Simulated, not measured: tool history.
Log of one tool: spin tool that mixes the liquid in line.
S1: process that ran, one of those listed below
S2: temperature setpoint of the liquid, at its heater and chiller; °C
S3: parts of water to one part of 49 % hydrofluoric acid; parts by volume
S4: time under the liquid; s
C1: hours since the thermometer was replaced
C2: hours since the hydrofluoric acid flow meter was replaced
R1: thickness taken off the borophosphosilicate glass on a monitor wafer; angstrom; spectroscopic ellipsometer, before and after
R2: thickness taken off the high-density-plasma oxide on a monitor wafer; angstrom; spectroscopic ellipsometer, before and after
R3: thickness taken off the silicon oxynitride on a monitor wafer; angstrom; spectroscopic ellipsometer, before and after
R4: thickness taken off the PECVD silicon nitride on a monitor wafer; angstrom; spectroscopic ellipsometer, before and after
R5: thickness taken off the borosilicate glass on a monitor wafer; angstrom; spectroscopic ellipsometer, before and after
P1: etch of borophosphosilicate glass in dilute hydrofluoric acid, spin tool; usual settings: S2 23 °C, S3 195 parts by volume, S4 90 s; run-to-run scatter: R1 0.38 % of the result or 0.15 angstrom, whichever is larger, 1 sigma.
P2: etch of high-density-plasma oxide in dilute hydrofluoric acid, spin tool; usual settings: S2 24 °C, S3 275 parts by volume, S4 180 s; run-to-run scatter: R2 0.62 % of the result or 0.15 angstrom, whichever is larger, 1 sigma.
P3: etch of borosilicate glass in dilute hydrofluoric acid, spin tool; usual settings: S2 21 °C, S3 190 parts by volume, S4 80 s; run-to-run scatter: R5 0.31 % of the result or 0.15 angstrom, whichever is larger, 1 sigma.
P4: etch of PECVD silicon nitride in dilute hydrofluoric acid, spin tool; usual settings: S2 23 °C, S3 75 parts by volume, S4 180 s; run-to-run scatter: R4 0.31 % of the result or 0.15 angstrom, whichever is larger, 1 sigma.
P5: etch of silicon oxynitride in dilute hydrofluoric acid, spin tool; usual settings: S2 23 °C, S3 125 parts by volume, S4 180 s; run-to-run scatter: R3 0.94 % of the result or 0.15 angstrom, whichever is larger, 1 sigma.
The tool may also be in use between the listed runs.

run	hour	S1	S2	S3	S4	C1	C2	R1	R2	R3	R4	R5
1	13.2	P1	23	195	90	1715	682.1	317.48				
2	21.4	P1	23	195	35	1723.2	690.3	123.08				
3	29.8	P2	24	275	180	1731.6	698.7		53.66			
4	41.9	P1	17.5	195	90	1743.7	710.8	255.31				
5	55.7	P1	23	195	140	1757.5	724.6	490.93				
6	67.5	P5	17.5	125	180	1769.3	736.4			18.278		
7	81.8	P5	23	225	180	1783.6	750.7			12.469		
8	96.5	P1	23	195	90	1798.3	765.4	316.8				
9	104.4	P1	23	40	15	1806.2	773.3	307.6				
10	112.1	P1	30	195	90	1813.9	781	405.57				
11	126.4	P5	23	125	180	1828.2	795.3			23.495		
12	137.8	P4	23	75	15	1839.6	806.7				7.6256	
13	148.9	P2	17	275	180	1850.7	817.8		42.007			
14	156.4	P2	24	275	75	1858.2	825.3		22.655			
15	168.6	P5	23	125	25	1870.4	837.5			3.0557		
16	183	P1	23	195	90	1884.8	851.9	314.81				
# hour 186.7: hydrofluoric acid flow meter replaced
17	191.5	P1	23	195	90	1893.3	4.8	316.75				
18	199.1	P4	23	40	180	1900.9	12.4				174.79	
19	207	P2	24	115	180	1908.8	20.3		152.31			
20	216.2	P1	17	195	165	1918	29.5	461.42				
21	225.1	P1	23	120	90	1926.9	38.4	558.4				
22	232.6	P2	24	275	180	1934.4	45.9		54.106			
23	242	P4	23	75	180	1943.8	55.3				94.359	
24	253.4	P1	23	265	90	1955.2	66.7	217.18				
25	266	P1	29.5	195	50	1967.8	79.3	223.65				
26	279.3	P3	21	345	80	1981.1	92.6					53.831
27	293.2	P3	21	190	80	1995	106.5					112.63
28	308.6	P4	19	75	180	2010.4	121.9				71.656	
29	323	P1	23	195	90	2024.8	136.3	316.9				
30	335.7	P3	21	190	120	2037.5	149					169.35
31	347.2	P1	23	195	90	2049	160.5	315.17				
32	361.9	P1	23	195	90	2063.7	175.2	316.03				
33	373.9	P3	17	190	80	2075.7	187.2					96.427
34	381.5	P1	23	195	90	2083.3	194.8	315.6				
35	388.2	P1	23	195	90	2090	201.5	321.42				
36	402.3	P1	23	195	90	2104.1	215.6	324.36				
37	417.6	P1	23	195	90	2119.4	230.9	327.63				
38	432.6	P1	23	195	90	2134.4	245.9	331.95				
39	443.8	P1	23	195	90	2145.6	257.1	334.03				
40	453.3	P1	23	195	90	2155.1	266.6	333.09				
41	466.5	P1	23	195	90	2168.3	279.8	333.77				
42	480	P1	23	195	90	2181.8	293.3	332.84				
43	494.1	P1	23	195	90	2195.9	307.4	333.4				
44	506.3	P1	23	195	90	2208.1	319.6	333.95				

What P1 gives has crept away from where it was. These 2 causes fit the log equally well, each at the size given:
A: liquid hotter than its thermometer reads (K) = 1.54
B: hydrofluoric acid flow above the setpoint (%) = 4.85
The creep began at about hour 381.5.

4 check runs are offered, one wafer each, their results left as question marks. Which one tells the causes apart?
check 1	518.5	P3	17	295	80							?
check 2	518.5	P4	23	50	95						?	
check 3	518.5	P5	23	180	110					?		
check 4	518.5	P2	24	125	180				?			

What each check would give under each cause:
check	result	if A	if B
check 1	R5	59.94	59.998
check 2	R4	82.306	77.681
check 3	R3	10.283	10.12
check 4	R2	147.64	146.86
How far apart the two closest causes lie, in the result that separates them most: check 1 0.1 %; check 2 5.78 %; check 3 1.6 %; check 4 0.53 %
Check 2 tells the causes apart: in the others they would give nearly the same result.

Then check 2 was run and gave: R4 82.208 angstrom. Which cause is it?

It is A: liquid hotter than its thermometer reads (K).
